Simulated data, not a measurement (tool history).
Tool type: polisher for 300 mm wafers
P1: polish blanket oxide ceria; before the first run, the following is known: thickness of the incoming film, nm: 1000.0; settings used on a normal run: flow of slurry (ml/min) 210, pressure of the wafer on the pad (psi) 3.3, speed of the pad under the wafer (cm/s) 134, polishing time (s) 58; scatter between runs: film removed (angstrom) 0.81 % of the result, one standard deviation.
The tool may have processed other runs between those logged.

run    day  flow of slurry (ml/min)  pressure of the wafer on the pad (psi)  speed of the pad under the wafer (cm/s)  polishing time (s)  wafers polished on this pad  hours since the slurry nozzle was cleaned  hours since the head pressure was calibrated  film removed (angstrom)
  1  0.212                      210                                     3.3                                      134                  58                          262                                        396                                         855.3                   2945.1
  2  0.421                      210                                     3.3                                       64                  58                          300                                        401                                         860.3                   1417.3
  3  0.592                      210                                     3.3                                      200                  58                          331                                      405.1                                         864.4                   4416.7
  4  0.783                      125                                     3.3                                      134                  58                          367                                      409.7                                           869                   2727.9
  5  1.071                      335                                     3.3                                      134                  58                          419                                      416.6                                         875.9                   3123.1
  6  1.329                      210                                     2.3                                      134                  58                          467                                      422.8                                         882.1                   2108.7
  7  1.521                      210                                     3.3                                      134                  58                          502                                      427.4                                         886.7                   2973.6
     1.696  -- slurry nozzle cleaned
  8  1.704                      210                                     3.3                                      134                  58                          535                                        0.3                                         891.1                   3013.4
  9      2                      210                                     3.3                                      134                  58                          590                                        7.4                                         898.2                   3027.5
 10  2.304                      210                                     3.3                                      134                  91                          646                                       14.7                                         905.5                   4671.2
     2.354  -- head pressure recalibrated
 11  2.496                      130                                     3.3                                       68                  58                          681                                       19.3                                           3.5                   1406.9
 12  2.671                      210                                     4.2                                      134                  58                          713                                       23.5                                           7.7                   3814.3
 13  2.825                      210                                     3.3                                      134                  28                          741                                       27.2                                          11.4                   1434.2
 14   3.05                      210                                     3.3                                      134                  58                          782                                       32.6                                          16.8                   2994.2
 15  3.212                      210                                     3.3                                      134                  58                          812                                       36.5                                          20.7                   2898.6
 16  3.346                      210                                     3.3                                      134                  58                          837                                       39.7                                          23.9                     2871

Expected results for the next run?
 17  3.567                      210                                     3.3                                      134                  58                          877                                         45                                          29.2                        ?

For run 17 the tool returned film removed (angstrom) 2847.4.

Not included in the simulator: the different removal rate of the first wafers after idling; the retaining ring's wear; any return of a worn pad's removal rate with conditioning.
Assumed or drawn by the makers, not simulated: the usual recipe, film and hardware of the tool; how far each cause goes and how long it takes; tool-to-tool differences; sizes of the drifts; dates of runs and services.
